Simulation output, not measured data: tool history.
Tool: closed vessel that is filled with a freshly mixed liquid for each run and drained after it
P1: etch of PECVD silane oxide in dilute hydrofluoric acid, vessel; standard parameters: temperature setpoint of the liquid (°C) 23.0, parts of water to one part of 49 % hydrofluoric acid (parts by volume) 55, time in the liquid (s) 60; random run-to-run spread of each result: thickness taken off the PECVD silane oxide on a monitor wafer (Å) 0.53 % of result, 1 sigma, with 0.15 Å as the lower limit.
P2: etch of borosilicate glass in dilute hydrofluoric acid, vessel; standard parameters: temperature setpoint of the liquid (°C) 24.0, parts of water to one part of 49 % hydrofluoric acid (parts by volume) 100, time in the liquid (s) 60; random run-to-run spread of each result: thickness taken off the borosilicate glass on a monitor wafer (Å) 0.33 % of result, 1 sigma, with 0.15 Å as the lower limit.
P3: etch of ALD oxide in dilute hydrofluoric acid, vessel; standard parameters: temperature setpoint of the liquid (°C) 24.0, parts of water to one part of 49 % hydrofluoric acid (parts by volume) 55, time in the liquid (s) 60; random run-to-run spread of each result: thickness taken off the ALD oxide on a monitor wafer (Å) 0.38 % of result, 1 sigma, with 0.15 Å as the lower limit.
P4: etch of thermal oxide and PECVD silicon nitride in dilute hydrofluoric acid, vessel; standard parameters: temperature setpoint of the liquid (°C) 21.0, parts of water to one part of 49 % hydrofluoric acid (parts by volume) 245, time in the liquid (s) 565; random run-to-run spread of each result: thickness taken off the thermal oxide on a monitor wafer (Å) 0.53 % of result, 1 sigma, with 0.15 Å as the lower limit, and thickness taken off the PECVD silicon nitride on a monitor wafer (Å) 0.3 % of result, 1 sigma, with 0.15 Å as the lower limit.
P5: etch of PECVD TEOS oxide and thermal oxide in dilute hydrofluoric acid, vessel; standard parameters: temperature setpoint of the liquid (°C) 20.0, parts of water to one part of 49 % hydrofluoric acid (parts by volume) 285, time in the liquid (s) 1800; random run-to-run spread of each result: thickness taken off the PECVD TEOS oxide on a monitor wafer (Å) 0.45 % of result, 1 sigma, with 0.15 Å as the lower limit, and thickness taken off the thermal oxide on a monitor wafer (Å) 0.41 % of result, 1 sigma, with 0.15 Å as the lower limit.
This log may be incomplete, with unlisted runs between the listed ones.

run     day  process that ran  temperature setpoint of the liquid (°C)  parts of water to one part of 49 % hydrofluoric acid (parts by volume)  time in the liquid (s)  hours since the thermometer was replaced  hours since the hydrofluoric acid flow meter was replaced  thickness taken off the PECVD silane oxide on a monitor wafer (Å)  thickness taken off the borosilicate glass on a monitor wafer (Å)  thickness taken off the ALD oxide on a monitor wafer (Å)  thickness taken off the thermal oxide on a monitor wafer (Å)  thickness taken off the PECVD silicon nitride on a monitor wafer (Å)  thickness taken off the PECVD TEOS oxide on a monitor wafer (Å)
  1   0.408                P1                                     23.0                                                                      55                      60                                    1140.9                                                       66.6                                                             405.05
  2   0.658                P2                                     24.0                                                                     100                      60                                    1146.9                                                       72.6                                                                                                                               151.030
  3   1.042                P3                                     24.0                                                                      55                      60                                    1156.1                                                       81.8                                                                                                                                                                                         189.370
  4   1.317                P2                                     24.0                                                                     180                      60                                    1162.7                                                       88.4                                                                                                                                76.424
  5   1.654                P4                                     21.0                                                                     410                     565                                    1170.8                                                       96.5                                                                                                                                                                                                                                                        39.640                                                                62.424
  6   2.038                P1                                     23.0                                                                      55                      95                                    1180.0                                                      105.7                                                             640.93
  7   2.300                P2                                     24.0                                                                     100                      90                                    1186.3                                                      112.0                                                                                                                               226.280
  8   2.562                P1                                     31.0                                                                      55                      60                                    1192.6                                                      118.3                                                             564.61
  9   3.012                P1                                     23.0                                                                      90                      60                                    1203.4                                                      129.1                                                             237.21
 10   3.271                P1                                     23.0                                                                      55                      60                                    1209.6                                                      135.3                                                             407.74
 11   3.712                P4                                     21.0                                                                     245                     565                                    1220.2                                                      145.9                                                                                                                                                                                                                                                        77.286                                                               103.480
 12   3.946                P5                                     20.0                                                                     285                    2630                                    1225.8                                                      151.5                                                                                                                                                                                                                                                       291.780                                                                                                                                 603.57
 13   4.325                P1                                     23.0                                                                      20                      60                                    1234.9                                                      160.6                                                            1162.20
 14   4.629                P5                                     20.0                                                                     115                    1800                                    1242.2                                                      167.9                                                                                                                                                                                                                                                       587.480                                                                                                                                1215.30
 15   4.829                P3                                     24.0                                                                      90                      60                                    1247.0                                                      172.7                                                                                                                                                                                         110.920
 16   5.104                P3                                     32.0                                                                      55                      60                                    1253.6                                                      179.3                                                                                                                                                                                         259.990
 17   5.533                P5                                     20.0                                                                     285                    1800                                    1263.9                                                      189.6                                                                                                                                                                                                                                                       201.490                                                                                                                                 417.04
 18   5.758                P3                                     24.0                                                                      55                      30                                    1269.3                                                      195.0                                                                                                                                                                                          94.636
 19   6.112                P1                                     18.0                                                                      55                      90                                    1277.8                                                      203.5                                                             491.34
 20   6.504                P5                                     20.0                                                                     285                    1800                                    1287.2                                                      212.9                                                                                                                                                                                                                                                       201.780                                                                                                                                 413.48
 21   6.767                P1                                     18.5                                                                      55                      60                                    1293.5                                                      219.2                                                             335.47
 22   7.133                P2                                     18.5                                                                     100                      60                                    1302.3                                                      228.0                                                                                                                               120.790
 23   7.433                P1                                     23.0                                                                      55                      30                                    1309.5                                                      235.2                                                             202.14
 24   7.754                P1                                     23.0                                                                      55                      60                                    1317.2                                                      242.9                                                             406.04
 25   8.175                P4                                     21.0                                                                     245                     565                                    1327.3                                                      253.0                                                                                                                                                                                                                                                        77.168                                                               102.450
 26   8.575                P1                                     23.0                                                                      55                      60                                    1336.9                                                      262.6                                                             404.91
 27   8.996                P4                                     17.5                                                                     245                     565                                    1347.0                                                      272.7                                                                                                                                                                                                                                                        67.172                                                                81.690
 28   9.275                P1                                     23.0                                                                      55                      60                                    1353.7                                                      279.4                                                             407.95
 29   9.629                P5                                     17.0                                                                     285                    1800                                    1362.2                                                      287.9                                                                                                                                                                                                                                                       179.880                                                                                                                                 370.69
 30   9.975                P4                                     21.0                                                                     245                    1135                                    1370.5                                                      296.2                                                                                                                                                                                                                                                       156.290                                                               206.850
 31  10.417                P1                                     23.0                                                                      55                      60                                    1381.1                                                      306.8                                                             408.82
 32  10.642                P1                                     23.0                                                                      55                      60                                    1386.5                                                      312.2                                                             393.87
 33  10.933                P1                                     23.0                                                                      55                      60                                    1393.5                                                      319.2                                                             385.10
 34  11.342                P1                                     23.0                                                                      55                      60                                    1403.3                                                      329.0                                                             379.08
 35  11.633                P1                                     23.0                                                                      55                      60                                    1410.3                                                      336.0                                                             376.31
 36  11.942                P1                                     23.0                                                                      55                      60                                    1417.7                                                      343.4                                                             373.47
 37  12.342                P1                                     23.0                                                                      55                      60                                    1427.3                                                      353.0                                                             374.39
 38  12.550                P1                                     23.0                                                                      55                      60                                    1432.3                                                      358.0                                                             376.43

P1 has crept away from where it was. The log is fitted equally well by each of these 2 causes, at the sizes shown:
A: hydrofluoric acid flow below the setpoint (%) = 7.18
B: liquid colder than its thermometer reads (K) = 1.93
Creep in the process output first set in at about day 10.417.

Consider the 4 single-wafer check runs listed below, results given as question marks: which one distinguishes between the causes by giving clearly different results for each?
check 1  12.758                P3                                     30.0                                                                      55                      60                                                                                                                                                                                                                                                                                                    ?
check 2  12.758                P5                                     17.0                                                                     190                    1800                                                                                                                                                                                                                                                                                                                                                                  ?                                                                                                                                      ?
check 3  12.758                P4                                     18.0                                                                     245                     945                                                                                                                                                                                                                                                                                                                                                                  ?                                                                     ?
check 4  12.758                P2                                     19.5                                                                     140                      60                                                                                                                                                                                                                                          ?

Expected result of each check under each candidate cause:
  check                                                                result     if A     if B
check 1              thickness taken off the ALD oxide on a monitor wafer (Å)  222.180  223.270
check 2          thickness taken off the thermal oxide on a monitor wafer (Å)  268.250  270.910
check 2       thickness taken off the PECVD TEOS oxide on a monitor wafer (Å)   553.63   559.10
check 3          thickness taken off the thermal oxide on a monitor wafer (Å)  105.440  107.160
check 3  thickness taken off the PECVD silicon nitride on a monitor wafer (Å)  131.870  124.570
check 4     thickness taken off the borosilicate glass on a monitor wafer (Å)   79.003   79.584
Distance between the nearest two causes, measured in the result of the check that separates them most: check 1 0.49 %; check 2 0.98 %; check 3 5.7 %; check 4 0.73 %
Of the check runs offered, only check 3 discriminates between the causes; the rest would read about the same regardless of which cause applies.

After running check 3, the following was obtained: thickness taken off the thermal oxide on a monitor wafer (Å) 106.620; thickness taken off the PECVD silicon nitride on a monitor wafer (Å) 124.070. Which cause does this point to?

It was cause B: liquid colder than its thermometer reads (K).
